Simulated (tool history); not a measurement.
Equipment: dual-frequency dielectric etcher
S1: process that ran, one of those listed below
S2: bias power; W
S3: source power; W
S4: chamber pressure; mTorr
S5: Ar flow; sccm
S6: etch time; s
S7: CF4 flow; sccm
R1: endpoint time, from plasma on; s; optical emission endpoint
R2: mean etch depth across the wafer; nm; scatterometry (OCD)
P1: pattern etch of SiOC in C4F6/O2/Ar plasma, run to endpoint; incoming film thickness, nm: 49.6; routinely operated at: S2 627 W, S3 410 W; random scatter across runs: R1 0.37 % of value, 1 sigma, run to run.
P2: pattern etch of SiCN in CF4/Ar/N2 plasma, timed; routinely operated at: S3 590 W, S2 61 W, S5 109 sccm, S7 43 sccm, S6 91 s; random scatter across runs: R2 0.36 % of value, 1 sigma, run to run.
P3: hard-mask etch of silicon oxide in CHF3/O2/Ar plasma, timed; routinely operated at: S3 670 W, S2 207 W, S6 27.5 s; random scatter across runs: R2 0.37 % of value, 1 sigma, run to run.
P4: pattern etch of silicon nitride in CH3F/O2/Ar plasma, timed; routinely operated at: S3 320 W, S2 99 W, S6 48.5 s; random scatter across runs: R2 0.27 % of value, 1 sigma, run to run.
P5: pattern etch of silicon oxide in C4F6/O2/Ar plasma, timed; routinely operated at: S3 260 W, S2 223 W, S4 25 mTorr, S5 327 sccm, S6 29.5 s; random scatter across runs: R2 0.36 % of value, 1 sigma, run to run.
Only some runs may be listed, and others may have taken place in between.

run 1 hour=13.9 | S1=P1 S2=627 S3=410 | R1=15.75
run 2 hour=22.9 | S1=P5 S2=223 S3=260 S4=25 S5=327 S6=42 | R2=117.66
run 3 hour=31.8 | S1=P2 S2=61 S3=480 S5=109 S6=91 S7=43 | R2=70.062
run 4 hour=42.2 | S1=P1 S2=627 S3=540 | R1=14.174
run 5 hour=56.1 | S1=P3 S2=207 S3=670 S6=38 | R2=79.921
run 6 hour=74.2 | S1=P1 S2=627 S3=410 | R1=15.855
run 7 hour=89 | S1=P2 S2=61 S3=590 S5=109 S6=111.5 S7=43 | R2=103.55
run 8 hour=101.3 | S1=P3 S2=207 S3=670 S6=27.5 | R2=58.68
run 9 hour=114.2 | S1=P5 S2=135 S3=260 S4=25 S5=327 S6=29.5 | R2=70.075
run 10 hour=128.5 | S1=P1 S2=774 S3=410 | R1=14.61
run 11 hour=141.4 | S1=P4 S2=99 S3=200 S6=48.5 | R2=29.267
run 12 hour=158.3 | S1=P1 S2=627 S3=410 | R1=15.79
run 13 hour=175.7 | S1=P4 S2=99 S3=320 S6=48.5 | R2=35.019
run 14 hour=193.7 | S1=P5 S2=223 S3=260 S4=25 S5=439 S6=29.5 | R2=80.069
run 15 hour=210.2 | S1=P2 S2=61 S3=590 S5=142 S6=91 S7=43 | R2=80.702
run 16 hour=224.9 | S1=P2 S2=61 S3=590 S5=109 S6=91 S7=43 | R2=84.299
run 17 hour=241.5 | S1=P1 S2=428 S3=410 | R1=18.138
run 18 hour=252 | S1=P1 S2=776 S3=570 | R1=12.896
run 19 hour=268.6 | S1=P5 S2=223 S3=260 S4=25 S5=327 S6=29.5 | R2=82.796
run 20 hour=282.3 | S1=P2 S2=61 S3=590 S5=109 S6=91 S7=28 | R2=77.962
run 21 hour=294.5 | S1=P3 S2=207 S3=870 S6=27.5 | R2=64.66
run 22 hour=307.4 | S1=P5 S2=223 S3=200 S4=25 S5=327 S6=29.5 | R2=75.02
run 23 hour=316.6 | S1=P1 S2=820 S3=280 | R1=16.217
run 24 hour=334.6 | S1=P5 S2=223 S3=260 S4=30.5 S5=327 S6=29.5 | R2=80.566
run 25 hour=350.7 | S1=P3 S2=289 S3=670 S6=27.5 | R2=65.433
run 26 hour=364.4 | S1=P4 S2=74 S3=320 S6=48.5 | R2=31.443
run 27 hour=375.8 | S1=P1 S2=627 S3=330 | R1=17.199
run 28 hour=389.8 | S1=P2 S2=84 S3=590 S5=109 S6=91 S7=43 | R2=95.082
run 29 hour=405.4 | S1=P3 S2=207 S3=670 S6=27.5 | R2=58.153
run 30 hour=414.9 | S1=P1 S2=627 S3=410 | R1=15.85
run 31 hour=433 | S1=P4 S2=99 S3=320 S6=48.5 | R2=35.019
run 32 hour=450 | S1=P4 S2=99 S3=320 S6=64 | R2=46.195
run 33 hour=464.7 | S1=P1 S2=765 S3=330 | R1=15.739
run 34 hour=479.3 | S1=P1 S2=627 S3=410 | R1=15.88
run 35 hour=494.5 | S1=P1 S2=627 S3=410 | R1=15.85
run 36 hour=511.3 | S1=P1 S2=627 S3=410 | R1=15.77
run 37 hour=529.3 | S1=P1 S2=627 S3=410 | R1=15.984
run 38 hour=548.5 | S1=P1 S2=627 S3=410 | R1=15.959
run 39 hour=557.5 | S1=P1 S2=627 S3=410 | R1=16.04
run 40 hour=568.5 | S1=P1 S2=627 S3=410 | R1=16.125
run 41 hour=580.8 | S1=P1 S2=627 S3=410 | R1=16.105
-- hour=590.2 wet clean of the chamber
run 42 hour=599 | S1=P1 S2=627 S3=410 | R1=16.081
run 43 hour=616.7 | S1=P1 S2=627 S3=410 | R1=16.001
run 44 hour=628.6 | S1=P1 S2=627 S3=410 | R1=16.086
run 45 hour=638.9 | S1=P1 S2=627 S3=410 | R1=16.171

What P1 gives has crept off from where it sat before. The 2 causes that follow fit the log equally well, each at the size noted:
A: source power that arrives under what is set, % = 4.96
B: bias power that arrives under what is set, % = 4.73
Onset of the creep was near hour 494.5.
What rules out each remaining cause:
chamber walls in a state that lowers the etch rate, %: maintenance at hour 590.2, after the shift began, did not return the process to its former output

Of the 4 check runs listed below, each run on one wafer and each result written as a question mark, which would let you distinguish the listed causes because they would give clearly different results?
run check 1 hour=649.2 | S1=P2 S2=61 S3=590 S5=109 S6=91 S7=35 | R2=?
run check 2 hour=649.2 | S1=P4 S2=99 S3=200 S6=48.5 | R2=?
run check 3 hour=649.2 | S1=P3 S2=245 S3=860 S6=27.5 | R2=?
run check 4 hour=649.2 | S1=P5 S2=150 S3=260 S4=25 S5=327 S6=38.5 | R2=?

Outcome of each check run for each possible cause:
check=check_1 result=R2 if_A=77.616 if_B=79.661
check=check_2 result=R2 if_A=28.872 if_B=28.879
check=check_3 result=R2 if_A=66.632 if_B=66.795
check=check_4 result=R2 if_A=93.082 if_B=93.522
Separation of the two closest causes in each check, using whichever result separates them best: check 1 2.6 %; check 2 0.02 %; check 3 0.24 %; check 4 0.47 %
The other checks would show nearly matching results whichever cause is true, so check 1 is the only one that separates the causes.

The results of check 1 are: R2 77.996 nm. Based on these, which of the listed causes is it?

It is A: source power that arrives under what is set, %.
